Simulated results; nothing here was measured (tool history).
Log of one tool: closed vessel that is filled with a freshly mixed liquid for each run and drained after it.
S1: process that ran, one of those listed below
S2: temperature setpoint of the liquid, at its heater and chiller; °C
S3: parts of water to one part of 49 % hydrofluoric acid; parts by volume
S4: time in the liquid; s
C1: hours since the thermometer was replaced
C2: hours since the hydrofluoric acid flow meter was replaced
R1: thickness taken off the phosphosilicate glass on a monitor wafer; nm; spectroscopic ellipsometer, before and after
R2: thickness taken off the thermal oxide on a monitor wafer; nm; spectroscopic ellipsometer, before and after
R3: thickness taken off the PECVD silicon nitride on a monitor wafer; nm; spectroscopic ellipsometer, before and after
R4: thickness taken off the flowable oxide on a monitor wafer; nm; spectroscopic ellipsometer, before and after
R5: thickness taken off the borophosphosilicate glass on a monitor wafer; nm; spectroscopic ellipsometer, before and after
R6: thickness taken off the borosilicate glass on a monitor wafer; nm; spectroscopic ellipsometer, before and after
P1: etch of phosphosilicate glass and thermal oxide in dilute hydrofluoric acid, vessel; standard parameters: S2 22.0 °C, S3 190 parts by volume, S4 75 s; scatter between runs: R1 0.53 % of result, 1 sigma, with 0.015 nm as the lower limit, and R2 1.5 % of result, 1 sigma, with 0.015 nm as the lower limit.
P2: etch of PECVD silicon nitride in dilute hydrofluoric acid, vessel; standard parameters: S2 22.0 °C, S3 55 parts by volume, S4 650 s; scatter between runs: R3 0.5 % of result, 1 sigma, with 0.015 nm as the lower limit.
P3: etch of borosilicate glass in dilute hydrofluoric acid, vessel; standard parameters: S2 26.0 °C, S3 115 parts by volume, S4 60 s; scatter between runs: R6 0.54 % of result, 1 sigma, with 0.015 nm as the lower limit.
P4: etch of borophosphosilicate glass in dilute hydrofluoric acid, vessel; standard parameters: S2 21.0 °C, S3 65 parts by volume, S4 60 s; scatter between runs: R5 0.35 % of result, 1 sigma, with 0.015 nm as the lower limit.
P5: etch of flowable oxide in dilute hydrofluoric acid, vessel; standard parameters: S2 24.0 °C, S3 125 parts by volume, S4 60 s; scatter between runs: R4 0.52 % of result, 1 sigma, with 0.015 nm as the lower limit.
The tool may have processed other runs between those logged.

| run | day | S1 | S2 | S3 | S4 | C1 | C2 | R1 | R2 | R3 | R4 | R5 | R6 |
|---|---|---|---|---|---|---|---|---|---|---|---|---|---|
| 1 | 0.112 | P1 | 22.0 | 190 | 75 | 1713.4 | 268.9 | 30.870 | 1.58200 |  |  |  |  |
| 2 | 0.279 | P2 | 17.0 | 55 | 650 | 1717.4 | 272.9 |  |  | 17.977 |  |  |  |
| 3 | 0.442 | P5 | 24.0 | 125 | 60 | 1721.3 | 276.8 |  |  |  | 17.7230 |  |  |
| 4 | 0.671 | P1 | 17.0 | 190 | 75 | 1726.8 | 282.3 | 25.394 | 1.29230 |  |  |  |  |
| 5 | 0.879 | P1 | 22.0 | 315 | 130 | 1731.8 | 287.3 | 28.595 | 1.45410 |  |  |  |  |
| 6 | 1.046 | P1 | 22.0 | 75 | 75 | 1735.8 | 291.3 | 88.513 | 4.59350 |  |  |  |  |
| 7 | 1.175 | P2 | 22.0 | 55 | 280 | 1738.9 | 294.4 |  |  | 11.022 |  |  |  |
| 8 | 1.367 | P1 | 22.0 | 190 | 75 | 1743.5 | 299.0 | 30.959 | 1.56490 |  |  |  |  |
| 9 | 1.546 | P4 | 21.0 | 110 | 60 | 1747.8 | 303.3 |  |  |  |  | 27.486 |  |
|  | 1.612 | thermometer replaced |
| 10 | 1.775 | P2 | 22.0 | 55 | 650 | 3.9 | 308.8 |  |  | 25.688 |  |  |  |
| 11 | 1.942 | P1 | 26.5 | 190 | 135 | 7.9 | 312.8 | 65.358 | 3.41740 |  |  |  |  |
| 12 | 2.125 | P3 | 20.5 | 115 | 60 | 12.3 | 317.2 |  |  |  |  |  | 11.407 |
| 13 | 2.346 | P3 | 26.0 | 115 | 85 | 17.6 | 322.5 |  |  |  |  |  | 20.118 |
| 14 | 2.575 | P2 | 22.0 | 55 | 650 | 23.1 | 328.0 |  |  | 25.619 |  |  |  |
| 15 | 2.738 | P1 | 22.0 | 75 | 140 | 27.0 | 331.9 | 167.560 | 8.43930 |  |  |  |  |
| 16 | 2.896 | P5 | 24.0 | 220 | 60 | 30.8 | 335.7 |  |  |  | 9.0958 |  |  |
| 17 | 3.088 | P5 | 24.0 | 125 | 30 | 35.4 | 340.3 |  |  |  | 8.9938 |  |  |
| 18 | 3.258 | P3 | 26.0 | 115 | 60 | 39.5 | 344.4 |  |  |  |  |  | 14.165 |
| 19 | 3.388 | P4 | 21.0 | 65 | 30 | 42.6 | 347.5 |  |  |  |  | 24.514 |  |
| 20 | 3.517 | P1 | 22.0 | 190 | 75 | 45.7 | 350.6 | 30.584 | 1.59980 |  |  |  |  |
| 21 | 3.721 | P3 | 26.0 | 115 | 60 | 50.6 | 355.5 |  |  |  |  |  | 14.094 |
| 22 | 3.825 | P3 | 26.0 | 40 | 60 | 53.1 | 358.0 |  |  |  |  |  | 44.760 |
| 23 | 3.971 | P4 | 27.5 | 65 | 60 | 56.6 | 361.5 |  |  |  |  | 63.729 |  |
| 24 | 4.096 | P1 | 22.0 | 190 | 35 | 59.6 | 364.5 | 14.447 | 0.71733 |  |  |  |  |
| 25 | 4.246 | P1 | 22.0 | 335 | 75 | 63.2 | 368.1 | 15.366 | 0.77754 |  |  |  |  |
| 26 | 4.450 | P2 | 22.0 | 90 | 650 | 68.1 | 373.0 |  |  | 15.926 |  |  |  |
| 27 | 4.638 | P1 | 22.0 | 190 | 135 | 72.6 | 377.5 | 55.928 | 2.80870 |  |  |  |  |
| 28 | 4.850 | P1 | 22.0 | 190 | 75 | 77.7 | 382.6 | 30.866 | 1.55610 |  |  |  |  |
| 29 | 5.054 | P5 | 31.0 | 125 | 60 | 82.6 | 387.5 |  |  |  | 23.3820 |  |  |
| 30 | 5.258 | P4 | 21.0 | 65 | 60 | 87.5 | 392.4 |  |  |  |  | 49.282 |  |
| 31 | 5.412 | P1 | 22.0 | 190 | 75 | 91.2 | 396.1 | 31.046 | 1.55600 |  |  |  |  |
| 32 | 5.571 | P1 | 22.0 | 190 | 75 | 95.0 | 399.9 | 30.781 | 1.56320 |  |  |  |  |
| 33 | 5.800 | P4 | 21.0 | 65 | 60 | 100.5 | 405.4 |  |  |  |  | 48.914 |  |
| 34 | 5.925 | P1 | 27.0 | 190 | 75 | 103.5 | 408.4 | 37.242 | 1.88260 |  |  |  |  |
| 35 | 6.058 | P1 | 22.0 | 190 | 75 | 106.7 | 411.6 | 30.916 | 1.59760 |  |  |  |  |
| 36 | 6.200 | P1 | 22.0 | 190 | 75 | 110.1 | 415.0 | 30.113 | 1.57440 |  |  |  |  |
| 37 | 6.358 | P1 | 22.0 | 190 | 75 | 113.9 | 418.8 | 29.570 | 1.54940 |  |  |  |  |
| 38 | 6.521 | P1 | 22.0 | 190 | 75 | 117.8 | 422.7 | 29.038 | 1.49450 |  |  |  |  |
| 39 | 6.688 | P1 | 22.0 | 190 | 75 | 121.8 | 426.7 | 28.750 | 1.51510 |  |  |  |  |
| 40 | 6.858 | P1 | 22.0 | 190 | 75 | 125.9 | 430.8 | 29.105 | 1.50140 |  |  |  |  |
| 41 | 7.046 | P1 | 22.0 | 190 | 75 | 130.4 | 435.3 | 28.732 | 1.45630 |  |  |  |  |
| 42 | 7.246 | P1 | 22.0 | 190 | 75 | 135.2 | 440.1 | 29.009 | 1.47050 |  |  |  |  |

The log shows P1 creeping away from where it was. Any of the 2 causes listed here, at the size stated for it, fits the log just as well as the others:
A: liquid colder than its thermometer reads (K) = 1.83
B: hydrofluoric acid flow below the setpoint (%) = 5.65
The gradual shift began around day 6.058.

Which of the 4 check runs listed below separates the causes, so that each cause would produce a clearly different result? Each run uses one wafer, and its results are marked with question marks.
| check 1 | 7.446 | P3 | 21.5 | 70 | 60 |  |  |  |  |  |  |  | ? |
| check 2 | 7.446 | P4 | 21.0 | 110 | 30 |  |  |  |  |  |  | ? |  |
| check 3 | 7.446 | P2 | 17.0 | 55 | 650 |  |  |  |  | ? |  |  |  |
| check 4 | 7.446 | P5 | 24.0 | 185 | 40 |  |  |  |  |  | ? |  |  |

Expected result of each check under each candidate cause:
| check | result | if A | if B |
|---|---|---|---|
| check 1 | R6 | 18.947 | 19.197 |
| check 2 | R5 | 12.769 | 12.885 |
| check 3 | R3 | 15.845 | 17.068 |
| check 4 | R4 | 7.0208 | 7.0122 |
Minimum pairwise separation of causes per check, each pair taken at its best-separating result: check 1 1.31 %; check 2 0.91 %; check 3 7.44 %; check 4 0.12 %
Of the check runs offered, only check 3 discriminates between the causes; the rest would read about the same regardless of which cause applies.

Here is what check 3 returned: R3 17.117 nm. Which cause is it?

It is B: hydrofluoric acid flow below the setpoint (%).
